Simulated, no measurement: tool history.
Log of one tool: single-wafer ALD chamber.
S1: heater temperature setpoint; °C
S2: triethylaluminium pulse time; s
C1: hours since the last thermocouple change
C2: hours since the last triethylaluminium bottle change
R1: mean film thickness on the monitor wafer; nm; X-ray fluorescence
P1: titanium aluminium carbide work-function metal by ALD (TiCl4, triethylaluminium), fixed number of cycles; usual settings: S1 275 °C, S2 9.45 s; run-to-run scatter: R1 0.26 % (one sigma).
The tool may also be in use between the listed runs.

{"run": 1, "hour": 11.1, "S1": 275, "S2": 9.45, "C1": 1028.8, "C2": 625.5, "R1": 1.7978}
{"run": 2, "hour": 19.2, "S1": 275, "S2": 9.45, "C1": 1036.9, "C2": 633.6, "R1": 1.7998}
{"run": 3, "hour": 24.8, "S1": 293, "S2": 13.63, "C1": 1042.5, "C2": 639.2, "R1": 2.0143}
{"run": 4, "hour": 32.0, "S1": 275, "S2": 12.59, "C1": 1049.7, "C2": 646.4, "R1": 1.8508}
{"run": 5, "hour": 42.5, "S1": 275, "S2": 9.45, "C1": 1060.2, "C2": 656.9, "R1": 1.7933}
{"run": 6, "hour": 52.9, "S1": 298, "S2": 12.76, "C1": 1070.6, "C2": 667.3, "R1": 2.0566}
{"run": 7, "hour": 59.6, "S1": 252, "S2": 9.45, "C1": 1077.3, "C2": 674, "R1": 1.6026}
{"run": 8, "hour": 69.6, "S1": 252, "S2": 14.29, "C1": 1087.3, "C2": 684, "R1": 1.6552}
{"run": 9, "hour": 75.1, "S1": 300, "S2": 9.45, "C1": 1092.8, "C2": 689.5, "R1": 2.0241}
{"run": 10, "hour": 85.8, "S1": 275, "S2": 9.45, "C1": 1103.5, "C2": 700.2, "R1": 1.7958}
{"run": 11, "hour": 94.3, "S1": 275, "S2": 3.64, "C1": 1112, "C2": 708.7, "R1": 1.3412}
{"run": 12, "hour": 105.3, "S1": 275, "S2": 9.45, "C1": 1123, "C2": 719.7, "R1": 1.8053}
{"run": 13, "hour": 111.5, "S1": 275, "S2": 9.45, "C1": 1129.2, "C2": 725.9, "R1": 1.7944}
{"run": 14, "hour": 120.1, "S1": 275, "S2": 9.45, "C1": 1137.8, "C2": 734.5, "R1": 1.7915}
{"run": 15, "hour": 125.6, "S1": 275, "S2": 9.45, "C1": 1143.3, "C2": 740, "R1": 1.7864}
{"run": 16, "hour": 138.0, "S1": 275, "S2": 9.45, "C1": 1155.7, "C2": 752.4, "R1": 1.7747}
{"run": 17, "hour": 149.0, "S1": 275, "S2": 9.45, "C1": 1166.7, "C2": 763.4, "R1": 1.7678}
{"run": 18, "hour": 160.7, "S1": 275, "S2": 9.45, "C1": 1178.4, "C2": 775.1, "R1": 1.7699}
{"run": 19, "hour": 170.7, "S1": 275, "S2": 9.45, "C1": 1188.4, "C2": 785.1, "R1": 1.767}
{"run": 20, "hour": 177.3, "S1": 275, "S2": 9.45, "C1": 1195, "C2": 791.7, "R1": 1.7691}

Run 21 comes next. What will it give?
{"run": 21, "hour": 186.5, "S1": 275, "S2": 9.45, "C1": 1204.2, "C2": 800.9, "R1": "?"}

R1: 1.7678 nm
